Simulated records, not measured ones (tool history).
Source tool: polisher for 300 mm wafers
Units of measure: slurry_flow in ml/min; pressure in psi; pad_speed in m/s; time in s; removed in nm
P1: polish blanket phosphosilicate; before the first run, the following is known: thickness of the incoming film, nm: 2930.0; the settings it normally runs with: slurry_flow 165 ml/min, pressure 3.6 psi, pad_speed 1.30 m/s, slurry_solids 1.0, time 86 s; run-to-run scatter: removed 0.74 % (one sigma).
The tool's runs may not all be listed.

Run 1, hour 4.6: slurry_flow 165 ml/min, pressure 3.6 psi, pad_speed 1.30 m/s, slurry_solids 1.0, time 86 s. Result: removed 1169.40 nm.
Run 2, hour 9.4: slurry_flow 165 ml/min, pressure 3.6 psi, pad_speed 1.30 m/s, slurry_solids 1.0, time 121 s. Result: removed 1644.90 nm.
Run 3, hour 16.9: slurry_flow 165 ml/min, pressure 3.6 psi, pad_speed 1.30 m/s, slurry_solids 1.0, time 86 s. Result: removed 1180.20 nm.
Run 4, hour 21.0: slurry_flow 255 ml/min, pressure 3.6 psi, pad_speed 1.30 m/s, slurry_solids 1.0, time 86 s. Result: removed 1237.50 nm.
Run 5, hour 27.6: slurry_flow 165 ml/min, pressure 5.5 psi, pad_speed 1.30 m/s, slurry_solids 1.0, time 86 s. Result: removed 1814.50 nm.
Run 6, hour 36.4: slurry_flow 230 ml/min, pressure 3.6 psi, pad_speed 1.30 m/s, slurry_solids 1.0, time 56 s. Result: removed 795.07 nm.
At hour 38.6: slurry nozzle cleaned.
Run 7, hour 43.6: slurry_flow 165 ml/min, pressure 1.8 psi, pad_speed 1.30 m/s, slurry_solids 1.0, time 86 s. Result: removed 590.74 nm.
Run 8, hour 48.2: slurry_flow 165 ml/min, pressure 3.6 psi, pad_speed 1.30 m/s, slurry_solids 1.0, time 86 s. Result: removed 1163.30 nm.
Run 9, hour 52.9: slurry_flow 165 ml/min, pressure 3.6 psi, pad_speed 1.30 m/s, slurry_solids 1.4, time 86 s. Result: removed 1340.70 nm.
Run 10, hour 61.9: slurry_flow 165 ml/min, pressure 3.6 psi, pad_speed 1.82 m/s, slurry_solids 1.0, time 86 s. Result: removed 1516.60 nm.
Run 11, hour 70.2: slurry_flow 165 ml/min, pressure 3.6 psi, pad_speed 0.58 m/s, slurry_solids 1.0, time 86 s. Result: removed 608.14 nm.
Run 12, hour 76.6: slurry_flow 100 ml/min, pressure 3.6 psi, pad_speed 1.30 m/s, slurry_solids 1.0, time 86 s. Result: removed 1052.00 nm.
Run 13, hour 81.9: slurry_flow 230 ml/min, pressure 4.9 psi, pad_speed 1.30 m/s, slurry_solids 1.0, time 86 s. Result: removed 1678.00 nm.
Run 14, hour 87.3: slurry_flow 165 ml/min, pressure 3.6 psi, pad_speed 1.30 m/s, slurry_solids 1.0, time 42 s. Result: removed 578.11 nm.
At hour 89.2: head pressure recalibrated.
Run 15, hour 94.2: slurry_flow 165 ml/min, pressure 3.6 psi, pad_speed 1.30 m/s, slurry_solids 1.0, time 86 s. Result: removed 1154.80 nm.
Run 16, hour 99.3: slurry_flow 165 ml/min, pressure 3.6 psi, pad_speed 1.30 m/s, slurry_solids 0.6, time 86 s. Result: removed 894.45 nm.
Run 17, hour 105.7: slurry_flow 165 ml/min, pressure 3.6 psi, pad_speed 1.30 m/s, slurry_solids 1.0, time 86 s. Result: removed 1180.80 nm.
Run 18, hour 113.1: slurry_flow 165 ml/min, pressure 3.6 psi, pad_speed 1.30 m/s, slurry_solids 1.0, time 86 s. Result: removed 1136.80 nm.
Run 19, hour 121.8: slurry_flow 165 ml/min, pressure 3.6 psi, pad_speed 1.30 m/s, slurry_solids 1.0, time 86 s. Result: removed 1123.60 nm.
Run 20, hour 125.8: slurry_flow 165 ml/min, pressure 3.6 psi, pad_speed 1.30 m/s, slurry_solids 1.0, time 86 s. Result: removed 1101.00 nm.
Run 21, hour 132.9: slurry_flow 165 ml/min, pressure 3.6 psi, pad_speed 1.30 m/s, slurry_solids 1.0, time 86 s. Result: removed 1095.40 nm.
Run 22, hour 138.4: slurry_flow 165 ml/min, pressure 3.6 psi, pad_speed 1.30 m/s, slurry_solids 1.0, time 86 s. Result: removed 1078.50 nm.
Run 23, hour 143.0: slurry_flow 165 ml/min, pressure 3.6 psi, pad_speed 1.30 m/s, slurry_solids 1.0, time 86 s. Result: removed 1079.50 nm.
At hour 144.7: conditioning disc replaced and pad reconditioned.
At hour 150.4: worn pad replaced by a new one.
Run 24, hour 151.9: slurry_flow 165 ml/min, pressure 3.6 psi, pad_speed 1.30 m/s, slurry_solids 1.0, time 86 s. Result: removed 1081.30 nm.
At hour 153.3: head pressure recalibrated.
Run 25, hour 160.2: slurry_flow 165 ml/min, pressure 3.6 psi, pad_speed 1.30 m/s, slurry_solids 1.0, time 86 s. Result: removed 1061.80 nm.
Run 26, hour 167.3: slurry_flow 165 ml/min, pressure 3.6 psi, pad_speed 1.30 m/s, slurry_solids 1.0, time 86 s. Result: removed 1063.90 nm.
Run 27, hour 176.0: slurry_flow 165 ml/min, pressure 3.6 psi, pad_speed 1.30 m/s, slurry_solids 1.0, time 86 s. Result: removed 1053.00 nm.

The log shows P1 creeping away from where it was. Any of the 2 causes listed here, at the size stated for it, fits the log just as well as the others:
A: slurry flow missing at the pad, % = 38.9
B: abrasive missing from the slurry, % = 18.4
The process output started creeping at around hour 105.7.
Each remaining cause and why it is not a fit:
removal rate lost through wear of the pad, %: serviced after onset, at hour 150.4, with no recovery of the prior output
head's pressure below its setpoint, %: serviced after onset, at hour 153.3, with no recovery of the prior output
time polished since the conditioner stopped cutting, s: serviced after onset, at hour 144.7, with no recovery of the prior output

Consider the 4 check runs below, whose results appear as question marks and each of which averages 5 wafers. Which one distinguishes the causes, in that each cause would give it a clearly different result?
Run check 1, hour 184.7: slurry_flow 165 ml/min, pressure 3.6 psi, pad_speed 1.30 m/s, slurry_solids 1.0, time 111 s. Result: removed ?.
Run check 2, hour 184.7: slurry_flow 165 ml/min, pressure 3.6 psi, pad_speed 1.30 m/s, slurry_solids 0.6, time 50 s. Result: removed ?.
Run check 3, hour 184.7: slurry_flow 165 ml/min, pressure 3.6 psi, pad_speed 0.60 m/s, slurry_solids 1.0, time 117 s. Result: removed ?.
Run check 4, hour 184.7: slurry_flow 165 ml/min, pressure 3.6 psi, pad_speed 1.68 m/s, slurry_solids 1.0, time 120 s. Result: removed ?.

Check results expected under each cause:
  check   result     if A     if B
check 1  removed  1369.60  1370.20
check 2  removed   473.46   461.71
check 3  removed   777.71   778.09
check 4  removed  1817.80  1818.60
How far apart the two closest causes lie, in the result that separates them most: check 1 0.05 %; check 2 2.51 %; check 3 0.05 %; check 4 0.05 %
Only check 2 tells the causes apart: in the others they would give nearly the same result.

With check 2 done, the readings were: removed 473.03 nm. Identify which of the listed causes applies.

It was cause A: slurry flow missing at the pad, %.
